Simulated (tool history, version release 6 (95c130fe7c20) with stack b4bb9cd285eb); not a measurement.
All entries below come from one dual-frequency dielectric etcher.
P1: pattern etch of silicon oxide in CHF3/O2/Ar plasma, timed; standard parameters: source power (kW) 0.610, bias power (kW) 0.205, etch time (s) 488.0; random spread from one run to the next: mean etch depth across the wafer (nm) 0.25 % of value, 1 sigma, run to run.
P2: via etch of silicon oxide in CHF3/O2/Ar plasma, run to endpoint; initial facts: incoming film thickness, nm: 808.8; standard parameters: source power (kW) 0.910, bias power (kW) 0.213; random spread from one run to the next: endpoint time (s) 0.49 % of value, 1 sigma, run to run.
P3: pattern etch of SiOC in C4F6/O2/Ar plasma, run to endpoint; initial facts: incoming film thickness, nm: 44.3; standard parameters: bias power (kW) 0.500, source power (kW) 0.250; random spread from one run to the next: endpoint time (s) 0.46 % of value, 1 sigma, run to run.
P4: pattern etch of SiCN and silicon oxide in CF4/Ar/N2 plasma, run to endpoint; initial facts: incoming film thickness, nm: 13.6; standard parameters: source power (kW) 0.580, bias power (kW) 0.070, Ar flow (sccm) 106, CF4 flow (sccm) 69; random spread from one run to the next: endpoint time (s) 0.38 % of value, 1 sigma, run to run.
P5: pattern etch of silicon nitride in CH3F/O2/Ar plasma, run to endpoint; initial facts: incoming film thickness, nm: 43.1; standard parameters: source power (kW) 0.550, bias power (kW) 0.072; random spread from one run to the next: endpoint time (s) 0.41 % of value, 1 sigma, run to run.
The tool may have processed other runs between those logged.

run   hour  process that ran  source power (kW)  bias power (kW)  etch time (s)  Ar flow (sccm)  CF4 flow (sccm)  hours since the last wet clean  hours since the last source power generator calibration  hours since the last bias power generator calibration  mean etch depth across the wafer (nm)  endpoint time (s)
  1    4.6                P1              0.610            0.205          488.0                                                            130.0                                                   2897.0                                                 2403.4                                1006.80
  2   10.7                P1              0.610            0.205          488.0                                                            136.1                                                   2903.1                                                 2409.5                                1001.20
  3   16.9                P1              0.610            0.156          488.0                                                            142.3                                                   2909.3                                                 2415.7                                 915.59
  4   24.2                P1              0.610            0.205          488.0                                                            149.6                                                   2916.6                                                 2423.0                                1002.70
  5   34.1                P4              0.750            0.070                            106               69                           159.5                                                   2926.5                                                 2432.9                                                    9.9915
  6   43.2                P4              0.580            0.096                            106               69                           168.6                                                   2935.6                                                 2442.0                                                   11.2440
  7   50.0                P5              0.550            0.072                                                                           175.4                                                   2942.4                                                 2448.8                                                   54.7810
  8   56.3                P1              0.610            0.205          602.5                                                            181.7                                                   2948.7                                                 2455.1                                1236.90
  9   65.8                P4              0.580            0.070                             72               69                           191.2                                                   2958.2                                                 2464.6                                                   11.8530
 10   70.6                P4              0.580            0.070                            106               42                           196.0                                                   2963.0                                                 2469.4                                                   13.6000
 11   78.9                P1              0.410            0.126          488.0                                                            204.3                                                   2971.3                                                 2477.7                                 734.62
 12   89.0                P2              0.910            0.255                                                                           214.4                                                   2981.4                                                 2487.8                                                  303.0600
 13   94.5                P2              1.100            0.213                                                                           219.9                                                   2986.9                                                 2493.3                                                  298.6100
 14  101.5                P3              0.250            0.405                                                                           226.9                                                   2993.9                                                 2500.3                                                   19.0720
 15  109.4                P5              0.750            0.072                                                                           234.8                                                   3001.8                                                 2508.2                                                   48.4410
 16  119.5                P1              0.610            0.247          488.0                                                            244.9                                                   3011.9                                                 2518.3                                1072.80
 17  125.3                P3              0.180            0.500                                                                           250.7                                                   3017.7                                                 2524.1                                                   19.9870
 18  132.5                P4              0.580            0.070                            106               69                           257.9                                                   3024.9                                                 2531.3                                                   12.5470
 19  139.0                P1              0.800            0.205          488.0                                                            264.4                                                   3031.4                                                 2537.8                                1111.20
 20  146.9                P1              0.610            0.205          488.0                                                            272.3                                                   3039.3                                                 2545.7                                1007.10
 21  157.1                P2              0.910            0.213                                                                           282.5                                                   3049.5                                                 2555.9                                                  320.0900
 22  162.0                P4              0.580            0.070                            106               69                           287.4                                                   3054.4                                                 2560.8                                                   12.5630
 23  168.7                P1              0.610            0.205          321.5                                                            294.1                                                   3061.1                                                 2567.5                                 659.97
 24  176.4                P1              0.490            0.205          488.0                                                            301.8                                                   3068.8                                                 2575.2                                 926.23
 25  183.0                P5              0.550            0.045                                                                           308.4                                                   3075.4                                                 2581.8                                                   63.5810
 26  193.7                P3              0.250            0.500                                                                           319.1                                                   3086.1                                                 2592.5                                                   17.7530
 27  204.1                P1              0.610            0.205          488.0                                                            329.5                                                   3096.5                                                 2602.9                                1007.80
 28  213.5                P1              0.610            0.205          488.0                                                            338.9                                                   3105.9                                                 2612.3                                1001.40
 29  220.1                P1              0.610            0.205          488.0                                                            345.5                                                   3112.5                                                 2618.9                                1009.30
 30  225.8                P1              0.610            0.205          488.0                                                            351.2                                                   3118.2                                                 2624.6                                1016.80
 31  235.8                P1              0.610            0.205          488.0                                                            361.2                                                   3128.2                                                 2634.6                                1019.40
     237.2  -- wet clean of the chamber
 32  243.8                P1              0.610            0.205          488.0                                                              6.6                                                   3136.2                                                 2642.6                                1018.10
 33  249.5                P1              0.610            0.205          488.0                                                             12.3                                                   3141.9                                                 2648.3                                1018.10
 34  255.1                P1              0.610            0.205          488.0                                                             17.9                                                   3147.5                                                 2653.9                                1023.20
 35  264.8                P1              0.610            0.205          488.0                                                             27.6                                                   3157.2                                                 2663.6                                1019.60

What P1 gives has crept away from where it was. These 2 causes fit the log equally well, each at the size given:
A: source power that arrives over what is set, % = 4.42
B: bias power that arrives over what is set, % = 4.87
Creep in the process output first set in at about hour 213.5.
The rest of the possible causes, and what rules out each one:
chamber walls in a state that raises the etch rate, %: serviced at hour 237.2, after the drift had started, without restoring the earlier output

4 check runs are offered, each on 2 wafers whose results are averaged, their results left as question marks. Which one tells the causes apart?
check 1  274.5                P3              0.250            0.500                                                                                                                                                                                                                                                         ?
check 2  274.5                P4              0.580            0.070                            106               69                                                                                                                                                                                                         ?
check 3  274.5                P5              0.550            0.072                                                                                                                                                                                                                                                         ?
check 4  274.5                P2              0.910            0.213                                                                                                                                                                                                                                                         ?

If the cause were each of the candidates in turn, the checks would give the following:
  check             result      if A      if B
check 1  endpoint time (s)   17.3770   17.3360
check 2  endpoint time (s)   12.0690   12.3410
check 3  endpoint time (s)   54.0360   54.0670
check 4  endpoint time (s)  314.5800  314.7100
Minimum pairwise separation of causes per check, each pair taken at its best-separating result: check 1 0.24 %; check 2 2.23 %; check 3 0.06 %; check 4 0.04 %
Only in check 2 would the causes give clearly different results; in the remaining checks their results would be nearly the same.

With check 2 done, the readings were: endpoint time (s) 12.3280. Identify which of the listed causes applies.

It is B: bias power that arrives over what is set, %.

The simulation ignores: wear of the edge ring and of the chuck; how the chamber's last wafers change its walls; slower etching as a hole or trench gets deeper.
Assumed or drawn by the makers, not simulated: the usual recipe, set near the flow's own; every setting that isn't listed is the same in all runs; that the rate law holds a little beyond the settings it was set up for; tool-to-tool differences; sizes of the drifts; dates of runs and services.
